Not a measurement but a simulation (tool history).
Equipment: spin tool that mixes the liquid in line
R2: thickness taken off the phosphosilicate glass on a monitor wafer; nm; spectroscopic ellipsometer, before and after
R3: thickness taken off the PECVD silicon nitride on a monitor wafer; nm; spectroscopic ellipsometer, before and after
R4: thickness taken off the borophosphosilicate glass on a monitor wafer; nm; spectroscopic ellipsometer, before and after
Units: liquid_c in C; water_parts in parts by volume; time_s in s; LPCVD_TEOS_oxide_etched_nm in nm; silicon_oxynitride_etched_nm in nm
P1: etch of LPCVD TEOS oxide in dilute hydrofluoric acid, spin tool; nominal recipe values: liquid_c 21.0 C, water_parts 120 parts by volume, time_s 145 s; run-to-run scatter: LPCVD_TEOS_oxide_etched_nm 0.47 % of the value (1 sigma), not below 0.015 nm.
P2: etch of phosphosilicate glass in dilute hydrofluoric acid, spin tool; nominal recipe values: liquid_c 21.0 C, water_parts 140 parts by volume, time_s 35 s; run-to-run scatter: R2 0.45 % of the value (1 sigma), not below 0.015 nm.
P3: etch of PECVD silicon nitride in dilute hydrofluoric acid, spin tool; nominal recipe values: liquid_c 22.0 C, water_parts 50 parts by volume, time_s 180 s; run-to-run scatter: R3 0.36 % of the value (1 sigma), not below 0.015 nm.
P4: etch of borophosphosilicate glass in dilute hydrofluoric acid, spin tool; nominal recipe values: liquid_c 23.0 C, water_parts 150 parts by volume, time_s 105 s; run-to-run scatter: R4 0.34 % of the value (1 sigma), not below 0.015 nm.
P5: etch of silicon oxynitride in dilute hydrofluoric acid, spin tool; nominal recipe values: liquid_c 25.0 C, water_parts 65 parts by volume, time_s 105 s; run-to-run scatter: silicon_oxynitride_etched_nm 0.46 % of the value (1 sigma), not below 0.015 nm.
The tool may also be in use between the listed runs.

run 1 hour=5.5 | process=P1 liquid_c=21.0 water_parts=120 time_s=145 | LPCVD_TEOS_oxide_etched_nm=23.6220
run 2 hour=9.2 | process=P1 liquid_c=21.0 water_parts=200 time_s=275 | LPCVD_TEOS_oxide_etched_nm=24.6190
run 3 hour=13.8 | process=P2 liquid_c=21.0 water_parts=140 time_s=65 | R2=24.203
run 4 hour=21.2 | process=P1 liquid_c=21.0 water_parts=120 time_s=145 | LPCVD_TEOS_oxide_etched_nm=23.5230
run 5 hour=26.7 | process=P3 liquid_c=22.0 water_parts=50 time_s=180 | R3=11.9700
run 6 hour=31.5 | process=P2 liquid_c=21.0 water_parts=140 time_s=35 | R2=12.934
run 7 hour=37.5 | process=P4 liquid_c=31.5 water_parts=150 time_s=105 | R4=42.818
run 8 hour=44.9 | process=P3 liquid_c=22.0 water_parts=50 time_s=50 | R3=3.3243
run 9 hour=52.8 | process=P2 liquid_c=17.0 water_parts=140 time_s=35 | R2=11.137
run 10 hour=57.5 | process=P3 liquid_c=30.0 water_parts=50 time_s=180 | R3=20.4510
run 11 hour=64.6 | process=P4 liquid_c=23.0 water_parts=40 time_s=105 | R4=134.600
run 12 hour=70.1 | process=P5 liquid_c=25.0 water_parts=110 time_s=105 | silicon_oxynitride_etched_nm=2.7013
run 13 hour=77.3 | process=P1 liquid_c=17.0 water_parts=185 time_s=145 | LPCVD_TEOS_oxide_etched_nm=12.2020
run 14 hour=85.1 | process=P1 liquid_c=21.0 water_parts=30 time_s=145 | LPCVD_TEOS_oxide_etched_nm=104.3500
run 15 hour=90.2 | process=P3 liquid_c=22.0 water_parts=50 time_s=180 | R3=11.9640
run 16 hour=94.4 | process=P1 liquid_c=21.0 water_parts=120 time_s=210 | LPCVD_TEOS_oxide_etched_nm=33.8600
run 17 hour=101.0 | process=P1 liquid_c=17.0 water_parts=120 time_s=145 | LPCVD_TEOS_oxide_etched_nm=19.9560
run 18 hour=106.1 | process=P1 liquid_c=21.0 water_parts=120 time_s=15 | LPCVD_TEOS_oxide_etched_nm=2.3897
run 19 hour=111.6 | process=P5 liquid_c=32.5 water_parts=65 time_s=105 | silicon_oxynitride_etched_nm=6.7362
run 20 hour=116.9 | process=P1 liquid_c=21.0 water_parts=120 time_s=145 | LPCVD_TEOS_oxide_etched_nm=23.4410
run 21 hour=122.6 | process=P4 liquid_c=23.0 water_parts=150 time_s=105 | R4=31.204
run 22 hour=127.7 | process=P5 liquid_c=25.0 water_parts=65 time_s=105 | silicon_oxynitride_etched_nm=4.7532
run 23 hour=135.4 | process=P2 liquid_c=21.0 water_parts=140 time_s=35 | R2=12.960
run 24 hour=139.6 | process=P4 liquid_c=23.0 water_parts=150 time_s=105 | R4=31.264
run 25 hour=147.5 | process=P4 liquid_c=23.0 water_parts=150 time_s=200 | R4=59.513
run 26 hour=153.9 | process=P2 liquid_c=21.0 water_parts=80 time_s=35 | R2=24.495
run 27 hour=161.3 | process=P5 liquid_c=25.0 water_parts=65 time_s=15 | silicon_oxynitride_etched_nm=0.6969
run 28 hour=164.9 | process=P1 liquid_c=21.0 water_parts=170 time_s=145 | LPCVD_TEOS_oxide_etched_nm=15.7110

Run 29 is up next; what results do you expect?
run 29 hour=168.5 | process=P1 liquid_c=21.0 water_parts=120 time_s=145 | LPCVD_TEOS_oxide_etched_nm=?

LPCVD_TEOS_oxide_etched_nm: 23.5290 nm
